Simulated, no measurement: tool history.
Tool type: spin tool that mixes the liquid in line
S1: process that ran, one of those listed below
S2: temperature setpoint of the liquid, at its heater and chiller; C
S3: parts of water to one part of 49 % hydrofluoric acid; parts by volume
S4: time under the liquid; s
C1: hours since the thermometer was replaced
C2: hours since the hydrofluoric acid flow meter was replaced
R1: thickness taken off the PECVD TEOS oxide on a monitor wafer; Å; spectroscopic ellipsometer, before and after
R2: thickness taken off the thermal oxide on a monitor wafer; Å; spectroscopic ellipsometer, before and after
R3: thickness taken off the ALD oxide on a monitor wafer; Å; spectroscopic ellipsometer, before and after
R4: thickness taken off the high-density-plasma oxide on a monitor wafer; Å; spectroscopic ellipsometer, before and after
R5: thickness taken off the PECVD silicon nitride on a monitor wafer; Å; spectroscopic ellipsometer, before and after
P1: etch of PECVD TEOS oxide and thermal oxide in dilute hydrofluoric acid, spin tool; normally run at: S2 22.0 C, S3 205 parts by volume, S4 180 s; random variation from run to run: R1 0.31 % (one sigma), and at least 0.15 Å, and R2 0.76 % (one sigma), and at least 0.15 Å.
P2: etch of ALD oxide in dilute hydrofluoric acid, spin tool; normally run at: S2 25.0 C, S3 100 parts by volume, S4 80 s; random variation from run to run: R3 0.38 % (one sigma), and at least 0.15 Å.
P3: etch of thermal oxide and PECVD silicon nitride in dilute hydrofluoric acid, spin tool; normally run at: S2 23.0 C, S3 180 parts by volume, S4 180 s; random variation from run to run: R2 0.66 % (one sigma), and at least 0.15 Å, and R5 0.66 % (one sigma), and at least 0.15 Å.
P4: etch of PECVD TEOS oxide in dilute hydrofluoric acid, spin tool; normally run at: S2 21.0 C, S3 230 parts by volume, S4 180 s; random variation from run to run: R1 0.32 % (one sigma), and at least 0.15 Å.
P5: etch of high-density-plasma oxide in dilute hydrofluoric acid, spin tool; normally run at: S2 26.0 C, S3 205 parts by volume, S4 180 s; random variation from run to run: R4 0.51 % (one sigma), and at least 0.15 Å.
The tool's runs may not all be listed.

run,hour,S1,S2,S3,S4,C1,C2,R1,R2,R3,R4,R5
1,6.8,P1,22.0,205,180,1722.7,281.6,78.9040,32.0730,,,
2,16.1,P2,25.0,100,80,1732.0,290.9,,,156.590,,
3,23.8,P1,22.0,95,180,1739.7,298.6,192.7900,78.1490,,,
4,31.9,P5,26.0,205,335,1747.8,306.7,,,,123.290,
5,39.3,P4,21.0,230,180,1755.2,314.1,113.4100,,,,
6,50.9,P1,17.0,70,180,1766.8,325.7,218.3200,89.6030,,,
7,61.3,P3,31.0,180,180,1777.2,336.1,,56.3590,,,56.161
8,68.6,P5,26.0,205,180,1784.5,343.4,,,,66.790,
9,78.5,P1,22.0,205,260,1794.4,353.3,114.7400,47.1690,,,
10,90.8,P1,26.5,205,180,1806.7,365.6,93.2750,38.3010,,,
11,103.4,P4,21.0,350,180,1819.3,378.2,66.9600,,,,
12,112.9,P1,22.0,205,15,1828.8,387.7,6.4467,2.5883,,,
13,120.8,P1,17.0,205,180,1836.7,395.6,65.0450,26.4530,,,
14,127.1,P4,21.0,230,30,1843.0,401.9,18.7280,,,,
15,134.4,P2,25.0,100,80,1850.3,409.2,,,155.690,,
16,144.2,P3,23.0,180,180,1860.1,419.0,,41.7590,,,33.489
17,152.8,P4,17.0,230,180,1868.7,427.6,96.9300,,,,
18,165.9,P5,26.0,205,180,1881.8,440.7,,,,66.307,
19,174.7,P5,33.0,205,180,1890.6,449.5,,,,85.297,
20,187.1,P1,22.0,205,180,1903.0,461.9,79.1960,32.6100,,,
21,194.3,P1,22.0,205,180,1910.2,469.1,79.1700,32.2330,,,
22,206.8,P2,25.0,150,80,1922.7,481.6,,,97.726,,
23,218.0,P5,26.0,110,180,1933.9,492.8,,,,140.040,
24,225.8,P1,22.0,280,180,1941.7,500.6,54.1650,22.1670,,,
25,239.7,P2,19.0,100,80,1955.6,514.5,,,122.720,,

Forecast run 26:
26,253.0,P1,22.0,205,180,1968.9,527.8,?,?,,,

{"run 26": {"R1": 78.731, "R2": 32.962}}

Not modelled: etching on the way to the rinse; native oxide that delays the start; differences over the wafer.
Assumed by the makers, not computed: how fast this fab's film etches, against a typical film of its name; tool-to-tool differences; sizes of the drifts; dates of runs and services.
